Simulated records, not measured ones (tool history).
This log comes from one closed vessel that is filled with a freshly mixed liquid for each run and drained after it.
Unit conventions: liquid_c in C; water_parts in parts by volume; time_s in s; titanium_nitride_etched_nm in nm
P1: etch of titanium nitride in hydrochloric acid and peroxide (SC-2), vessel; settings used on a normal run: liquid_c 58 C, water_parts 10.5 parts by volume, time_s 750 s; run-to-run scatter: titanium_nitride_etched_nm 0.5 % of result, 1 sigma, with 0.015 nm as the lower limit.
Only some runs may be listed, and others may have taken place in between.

| run | hour | liquid_c | water_parts | time_s | hours since the thermometer was replaced | hours since the chemicals flow meter was replaced | hours since the drum of peroxide was connected | titanium_nitride_etched_nm |
|---|---|---|---|---|---|---|---|---|
| 1 | 9.4 | 58 | 10.5 | 750 | 1902.7 | 1256.5 | 176.5 | 27.336 |
| 2 | 18.2 | 58 | 10.5 | 750 | 1911.5 | 1265.3 | 185.3 | 27.52 |
| 3 | 33.1 | 58 | 10.5 | 50 | 1926.4 | 1280.2 | 200.2 | 1.8225 |
| 4 | 48.7 | 58 | 10.5 | 750 | 1942 | 1295.8 | 215.8 | 27.43 |
| 5 | 61.3 | 58 | 10.5 | 1285 | 1954.6 | 1308.4 | 228.4 | 46.981 |
| 6 | 73.2 | 58 | 10.5 | 750 | 1966.5 | 1320.3 | 240.3 | 27.162 |
| 7 | 80.9 | 50 | 10.5 | 330 | 1974.2 | 1328 | 248 | 7.1679 |
| 8 | 96.6 | 58 | 10.5 | 750 | 1989.9 | 1343.7 | 263.7 | 27.587 |
| 9 | 111.2 | 44 | 10.5 | 750 | 2004.5 | 1358.3 | 278.3 | 10.862 |
|  | 117.7 | chemicals flow meter replaced |
| 10 | 125.8 | 58 | 18 | 750 | 2019.1 | 8.2 | 292.9 | 17.163 |
| 11 | 134 | 72 | 10.5 | 750 | 2027.3 | 16.4 | 301.1 | 64.567 |
| 12 | 147.8 | 58 | 10.5 | 750 | 2041.1 | 30.2 | 314.9 | 27.292 |
| 13 | 156.9 | 58 | 10.5 | 750 | 2050.2 | 39.3 | 324 | 27.157 |
| 14 | 169.4 | 58 | 4 | 750 | 2062.7 | 51.8 | 336.5 | 56.808 |
| 15 | 184.7 | 58 | 10.5 | 750 | 2078 | 67.1 | 351.8 | 27.208 |
| 16 | 193.8 | 58 | 10.5 | 750 | 2087.1 | 76.2 | 360.9 | 28.36 |
| 17 | 209.2 | 58 | 10.5 | 750 | 2102.5 | 91.6 | 376.3 | 28.896 |
| 18 | 217.5 | 58 | 10.5 | 750 | 2110.8 | 99.9 | 384.6 | 29.579 |
| 19 | 227.1 | 58 | 10.5 | 750 | 2120.4 | 109.5 | 394.2 | 29.499 |
| 20 | 235.2 | 58 | 10.5 | 750 | 2128.5 | 117.6 | 402.3 | 29.595 |
| 21 | 243 | 58 | 10.5 | 750 | 2136.3 | 125.4 | 410.1 | 29.641 |
| 22 | 253 | 58 | 10.5 | 750 | 2146.3 | 135.4 | 420.1 | 29.555 |

What will run 23 give?
| 23 | 268.7 | 58 | 10.5 | 750 | 2162 | 151.1 | 435.8 | ? |

titanium_nitride_etched_nm: 30.023 nm
